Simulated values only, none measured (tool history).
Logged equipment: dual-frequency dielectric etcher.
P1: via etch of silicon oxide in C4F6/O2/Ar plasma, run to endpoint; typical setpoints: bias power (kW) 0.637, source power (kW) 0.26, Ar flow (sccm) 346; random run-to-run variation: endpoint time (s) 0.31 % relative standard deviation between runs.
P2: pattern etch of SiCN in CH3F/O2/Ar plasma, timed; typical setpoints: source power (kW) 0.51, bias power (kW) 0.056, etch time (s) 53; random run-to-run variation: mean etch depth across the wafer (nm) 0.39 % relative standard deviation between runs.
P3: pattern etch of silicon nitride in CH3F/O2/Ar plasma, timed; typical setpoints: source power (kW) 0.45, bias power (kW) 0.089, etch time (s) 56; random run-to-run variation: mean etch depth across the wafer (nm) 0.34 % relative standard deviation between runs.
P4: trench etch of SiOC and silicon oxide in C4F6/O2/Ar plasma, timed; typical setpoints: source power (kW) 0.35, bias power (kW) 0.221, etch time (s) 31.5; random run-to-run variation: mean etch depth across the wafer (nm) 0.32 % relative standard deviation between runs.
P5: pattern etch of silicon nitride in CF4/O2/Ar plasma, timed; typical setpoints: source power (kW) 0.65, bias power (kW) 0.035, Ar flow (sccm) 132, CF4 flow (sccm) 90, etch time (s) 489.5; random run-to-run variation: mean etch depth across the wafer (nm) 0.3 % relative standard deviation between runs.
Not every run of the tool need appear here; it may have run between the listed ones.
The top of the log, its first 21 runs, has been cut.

| run | hour | process that ran | bias power (kW) | source power (kW) | Ar flow (sccm) | CF4 flow (sccm) | etch time (s) | hours since the last wet clean | hours since the last bias power generator calibration | hours since the last source power generator calibration | hours since the last Ar flow controller change | endpoint time (s) | mean etch depth across the wafer (nm) |
|---|---|---|---|---|---|---|---|---|---|---|---|---|---|
|  | 227.7 | Ar flow controller replaced |
| 22 | 234.2 | P2 | 0.056 | 0.51 |  |  | 68 | 341.6 | 2698.3 | 2033.6 | 6.6 |  | 26.306 |
| 23 | 244.6 | P5 | 0.035 | 0.65 | 85 | 90 | 489.5 | 352 | 2708.7 | 2044 | 17 |  | 1080.3 |
| 24 | 257.6 | P1 | 0.846 | 0.26 | 420 |  |  | 365 | 2721.7 | 2057 | 30 | 20.94 |  |
| 25 | 265.2 | P1 | 0.637 | 0.26 | 346 |  |  | 372.6 | 2729.3 | 2064.6 | 37.6 | 22.843 |  |
| 26 | 272.1 | P4 | 0.291 | 0.35 |  |  | 31.5 | 379.5 | 2736.2 | 2071.5 | 44.5 |  | 69.987 |
|  | 280.6 | bias power generator calibrated |
| 27 | 284.4 | P3 | 0.089 | 0.45 |  |  | 56 | 391.8 | 3.8 | 2083.8 | 56.8 |  | 44.265 |
| 28 | 293.5 | P1 | 0.637 | 0.26 | 259 |  |  | 400.9 | 12.9 | 2092.9 | 65.9 | 22.339 |  |
| 29 | 306.2 | P4 | 0.221 | 0.35 |  |  | 24.5 | 413.6 | 25.6 | 2105.6 | 78.6 |  | 49.853 |
| 30 | 313.7 | P4 | 0.221 | 0.35 |  |  | 31.5 | 421.1 | 33.1 | 2113.1 | 86.1 |  | 63.639 |
| 31 | 320.1 | P1 | 0.637 | 0.26 | 346 |  |  | 427.5 | 39.5 | 2119.5 | 92.5 | 23.058 |  |
| 32 | 331.3 | P4 | 0.221 | 0.35 |  |  | 31.5 | 438.7 | 50.7 | 2130.7 | 103.7 |  | 63.932 |
| 33 | 341.3 | P1 | 0.778 | 0.26 | 346 |  |  | 448.7 | 60.7 | 2140.7 | 113.7 | 21.162 |  |
| 34 | 352.3 | P5 | 0.035 | 0.65 | 132 | 90 | 489.5 | 459.7 | 71.7 | 2151.7 | 124.7 |  | 1000.6 |
| 35 | 363.1 | P4 | 0.221 | 0.21 |  |  | 31.5 | 470.5 | 82.5 | 2162.5 | 135.5 |  | 52.529 |
| 36 | 377.1 | P1 | 0.637 | 0.26 | 346 |  |  | 484.5 | 96.5 | 2176.5 | 149.5 | 22.933 |  |
| 37 | 390.6 | P1 | 0.637 | 0.26 | 346 |  |  | 498 | 110 | 2190 | 163 | 22.716 |  |
| 38 | 399.1 | P1 | 0.637 | 0.26 | 346 |  |  | 506.5 | 118.5 | 2198.5 | 171.5 | 22.667 |  |
| 39 | 405.5 | P1 | 0.637 | 0.26 | 346 |  |  | 512.9 | 124.9 | 2204.9 | 177.9 | 22.748 |  |
| 40 | 412.7 | P1 | 0.637 | 0.26 | 346 |  |  | 520.1 | 132.1 | 2212.1 | 185.1 | 22.663 |  |
|  | 418.9 | Ar flow controller replaced |
| 41 | 421.7 | P1 | 0.637 | 0.26 | 346 |  |  | 529.1 | 141.1 | 2221.1 | 2.9 | 22.45 |  |
| 42 | 428 | P1 | 0.637 | 0.26 | 346 |  |  | 535.4 | 147.4 | 2227.4 | 9.2 | 22.482 |  |
|  | 433 | wet clean of the chamber |
| 43 | 438.9 | P1 | 0.637 | 0.26 | 346 |  |  | 6 | 158.3 | 2238.3 | 20.1 | 22.557 |  |
| 44 | 449.6 | P1 | 0.637 | 0.26 | 346 |  |  | 16.7 | 169 | 2249 | 30.8 | 22.584 |  |
| 45 | 458 | P1 | 0.637 | 0.26 | 346 |  |  | 25.1 | 177.4 | 2257.4 | 39.2 | 22.432 |  |

Run 46, settings as shown, results not yet in. Your forecast:
| 46 | 464.2 | P1 | 0.637 | 0.26 | 346 |  |  | 31.3 | 183.6 | 2263.6 | 45.4 | ? |  |

endpoint time (s): 22.663
